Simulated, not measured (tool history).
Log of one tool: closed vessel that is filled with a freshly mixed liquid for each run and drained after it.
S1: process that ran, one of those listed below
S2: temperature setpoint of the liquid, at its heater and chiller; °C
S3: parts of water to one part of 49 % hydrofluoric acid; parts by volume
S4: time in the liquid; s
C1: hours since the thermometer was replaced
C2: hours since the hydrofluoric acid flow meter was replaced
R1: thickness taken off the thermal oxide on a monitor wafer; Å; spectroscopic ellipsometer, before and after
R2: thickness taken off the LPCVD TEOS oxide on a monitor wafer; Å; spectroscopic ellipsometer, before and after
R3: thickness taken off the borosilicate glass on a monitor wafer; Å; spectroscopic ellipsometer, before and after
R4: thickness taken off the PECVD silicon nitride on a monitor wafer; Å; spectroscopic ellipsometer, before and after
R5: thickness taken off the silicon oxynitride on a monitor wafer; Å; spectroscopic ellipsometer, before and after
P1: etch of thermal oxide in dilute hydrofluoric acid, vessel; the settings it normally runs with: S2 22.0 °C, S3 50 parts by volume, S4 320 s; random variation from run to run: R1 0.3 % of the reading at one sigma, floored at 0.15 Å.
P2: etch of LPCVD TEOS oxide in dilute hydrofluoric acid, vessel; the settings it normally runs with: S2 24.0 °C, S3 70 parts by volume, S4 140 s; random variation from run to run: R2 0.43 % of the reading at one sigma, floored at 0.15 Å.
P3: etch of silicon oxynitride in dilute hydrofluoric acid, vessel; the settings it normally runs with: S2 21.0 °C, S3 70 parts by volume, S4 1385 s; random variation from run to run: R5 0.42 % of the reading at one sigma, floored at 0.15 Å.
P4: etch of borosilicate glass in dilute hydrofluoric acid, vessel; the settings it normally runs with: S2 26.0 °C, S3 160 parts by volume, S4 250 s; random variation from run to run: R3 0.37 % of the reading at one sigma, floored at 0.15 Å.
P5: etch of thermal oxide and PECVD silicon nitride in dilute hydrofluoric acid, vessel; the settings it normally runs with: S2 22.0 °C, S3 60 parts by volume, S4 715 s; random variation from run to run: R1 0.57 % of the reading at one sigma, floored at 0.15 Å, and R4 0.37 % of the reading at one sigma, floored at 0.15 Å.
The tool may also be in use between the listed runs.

{"run": 1, "hour": 9.0, "S1": "P1", "S2": 22.0, "S3": 50, "S4": 320, "C1": 757.5, "C2": 210.4, "R1": 302.04}
{"run": 2, "hour": 16.1, "S1": "P1", "S2": 22.0, "S3": 20, "S4": 320, "C1": 764.6, "C2": 217.5, "R1": 783.55}
{"run": 3, "hour": 26.5, "S1": "P1", "S2": 22.0, "S3": 50, "S4": 320, "C1": 775.0, "C2": 227.9, "R1": 302.48}
{"run": 4, "hour": 37.6, "S1": "P2", "S2": 24.0, "S3": 20, "S4": 140, "C1": 786.1, "C2": 239.0, "R2": 2125.1}
{"run": 5, "hour": 47.5, "S1": "P1", "S2": 22.0, "S3": 50, "S4": 320, "C1": 796.0, "C2": 248.9, "R1": 301.94}
{"run": 6, "hour": 55.8, "S1": "P4", "S2": 30.5, "S3": 160, "S4": 250, "C1": 804.3, "C2": 257.2, "R3": 603.67}
{"run": 7, "hour": 64.7, "S1": "P5", "S2": 18.0, "S3": 60, "S4": 715, "C1": 813.2, "C2": 266.1, "R1": 504.91, "R4": 132.95}
{"run": 8, "hour": 69.7, "S1": "P3", "S2": 21.0, "S3": 70, "S4": 1385, "C1": 818.2, "C2": 271.1, "R5": 317.38}
{"run": 9, "hour": 75.3, "S1": "P2", "S2": 24.0, "S3": 70, "S4": 30, "C1": 823.8, "C2": 276.7, "R2": 120.93}
{"run": 10, "hour": 86.2, "S1": "P3", "S2": 29.0, "S3": 70, "S4": 1385, "C1": 834.7, "C2": 287.6, "R5": 461.68}
{"run": 11, "hour": 91.9, "S1": "P2", "S2": 29.5, "S3": 70, "S4": 140, "C1": 840.4, "C2": 293.3, "R2": 709.47}
{"run": 12, "hour": 99.2, "S1": "P5", "S2": 22.0, "S3": 60, "S4": 715, "C1": 847.7, "C2": 300.6, "R1": 592.94, "R4": 175.23}
{"run": 13, "hour": 110.4, "S1": "P1", "S2": 22.0, "S3": 50, "S4": 320, "C1": 858.9, "C2": 311.8, "R1": 301.02}
{"hour": 112.7, "done": "hydrofluoric acid flow meter replaced"}
{"run": 14, "hour": 118.7, "S1": "P3", "S2": 21.0, "S3": 70, "S4": 1385, "C1": 867.2, "C2": 6.1, "R5": 316.15}
{"run": 15, "hour": 129.6, "S1": "P1", "S2": 22.0, "S3": 50, "S4": 515, "C1": 878.1, "C2": 17.0, "R1": 483.75}
{"run": 16, "hour": 138.2, "S1": "P1", "S2": 17.5, "S3": 50, "S4": 320, "C1": 886.7, "C2": 25.6, "R1": 249.08}
{"run": 17, "hour": 149.2, "S1": "P4", "S2": 26.0, "S3": 30, "S4": 250, "C1": 897.7, "C2": 36.6, "R3": 3249.9}
{"run": 18, "hour": 160.5, "S1": "P1", "S2": 22.0, "S3": 90, "S4": 600, "C1": 909.0, "C2": 47.9, "R1": 299.5}
{"run": 19, "hour": 168.5, "S1": "P1", "S2": 22.0, "S3": 30, "S4": 570, "C1": 917.0, "C2": 55.9, "R1": 915.49}
{"run": 20, "hour": 175.0, "S1": "P3", "S2": 21.0, "S3": 20, "S4": 1385, "C1": 923.5, "C2": 62.4, "R5": 1144.1}
{"run": 21, "hour": 183.1, "S1": "P3", "S2": 21.0, "S3": 70, "S4": 2555, "C1": 931.6, "C2": 70.5, "R5": 584.0}
{"run": 22, "hour": 191.2, "S1": "P4", "S2": 26.0, "S3": 160, "S4": 250, "C1": 939.7, "C2": 78.6, "R3": 514.37}
{"run": 23, "hour": 200.8, "S1": "P4", "S2": 26.0, "S3": 160, "S4": 250, "C1": 949.3, "C2": 88.2, "R3": 512.8}
{"run": 24, "hour": 209.3, "S1": "P2", "S2": 24.0, "S3": 70, "S4": 140, "C1": 957.8, "C2": 96.7, "R2": 564.58}
{"run": 25, "hour": 219.6, "S1": "P5", "S2": 22.0, "S3": 60, "S4": 1330, "C1": 968.1, "C2": 107.0, "R1": 1103.3, "R4": 325.28}
{"hour": 226.4, "done": "thermometer replaced"}
{"run": 26, "hour": 229.0, "S1": "P5", "S2": 22.0, "S3": 20, "S4": 715, "C1": 2.6, "C2": 116.4, "R1": 1865.9, "R4": 508.15}
{"run": 27, "hour": 237.9, "S1": "P1", "S2": 22.0, "S3": 70, "S4": 320, "C1": 11.5, "C2": 125.3, "R1": 210.07}
{"run": 28, "hour": 245.9, "S1": "P1", "S2": 22.0, "S3": 50, "S4": 85, "C1": 19.5, "C2": 133.3, "R1": 80.34}
{"run": 29, "hour": 256.7, "S1": "P1", "S2": 27.0, "S3": 50, "S4": 320, "C1": 30.3, "C2": 144.1, "R1": 370.11}
{"run": 30, "hour": 266.9, "S1": "P4", "S2": 26.0, "S3": 160, "S4": 60, "C1": 40.5, "C2": 154.3, "R3": 123.21}
{"run": 31, "hour": 273.7, "S1": "P1", "S2": 22.0, "S3": 50, "S4": 320, "C1": 47.3, "C2": 161.1, "R1": 301.26}
{"run": 32, "hour": 284.9, "S1": "P1", "S2": 22.0, "S3": 50, "S4": 320, "C1": 58.5, "C2": 172.3, "R1": 301.73}
{"run": 33, "hour": 294.6, "S1": "P1", "S2": 22.0, "S3": 50, "S4": 320, "C1": 68.2, "C2": 182.0, "R1": 285.09}
{"run": 34, "hour": 304.1, "S1": "P1", "S2": 22.0, "S3": 50, "S4": 320, "C1": 77.7, "C2": 191.5, "R1": 278.91}
{"run": 35, "hour": 309.4, "S1": "P1", "S2": 22.0, "S3": 50, "S4": 320, "C1": 83.0, "C2": 196.8, "R1": 276.87}
{"run": 36, "hour": 317.4, "S1": "P1", "S2": 22.0, "S3": 50, "S4": 320, "C1": 91.0, "C2": 204.8, "R1": 274.25}
{"run": 37, "hour": 325.3, "S1": "P1", "S2": 22.0, "S3": 50, "S4": 320, "C1": 98.9, "C2": 212.7, "R1": 272.67}
{"run": 38, "hour": 332.1, "S1": "P1", "S2": 22.0, "S3": 50, "S4": 320, "C1": 105.7, "C2": 219.5, "R1": 271.12}

What P1 gives has crept off from where it sat before. The 2 causes that follow fit the log equally well, each at the size noted:
A: liquid colder than its thermometer reads (K) = 2.37
B: hydrofluoric acid flow below the setpoint (%) = 8.95
The process output started creeping at around hour 284.9.

Listed below are the offered check runs, one wafer per run, with question marks in place of results. For which of them would the causes give clearly different outcomes?
{"run": "check 1", "hour": 338.9, "S1": "P3", "S2": 28.5, "S3": 70, "S4": 2275, "R5": "?"}
{"run": "check 2", "hour": 338.9, "S1": "P5", "S2": 18.5, "S3": 60, "S4": 1330, "R1": "?", "R4": "?"}
{"run": "check 3", "hour": 338.9, "S1": "P4", "S2": 26.0, "S3": 60, "S4": 135, "R3": "?"}
{"run": "check 4", "hour": 338.9, "S1": "P2", "S2": 24.0, "S3": 40, "S4": 30, "R2": "?"}

What each check would give under each cause:
check=check_1 result=R5 if_A=665.77 if_B=672.80
check=check_2 result=R1 if_A=858.54 if_B=859.96
check=check_2 result=R4 if_A=216.53 if_B=233.67
check=check_3 result=R3 if_A=760.65 if_B=756.31
check=check_4 result=R2 if_A=200.61 if_B=200.66
Minimum pairwise separation of causes per check, each pair taken at its best-separating result: check 1 1.05 %; check 2 7.62 %; check 3 0.57 %; check 4 0.02 %
Only check 2 tells the causes apart: in the others they would give nearly the same result.

Then check 2 was run and gave: R1 863.57 Å; R4 233.16 Å. Which cause is it?

It was cause B: hydrofluoric acid flow below the setpoint (%).

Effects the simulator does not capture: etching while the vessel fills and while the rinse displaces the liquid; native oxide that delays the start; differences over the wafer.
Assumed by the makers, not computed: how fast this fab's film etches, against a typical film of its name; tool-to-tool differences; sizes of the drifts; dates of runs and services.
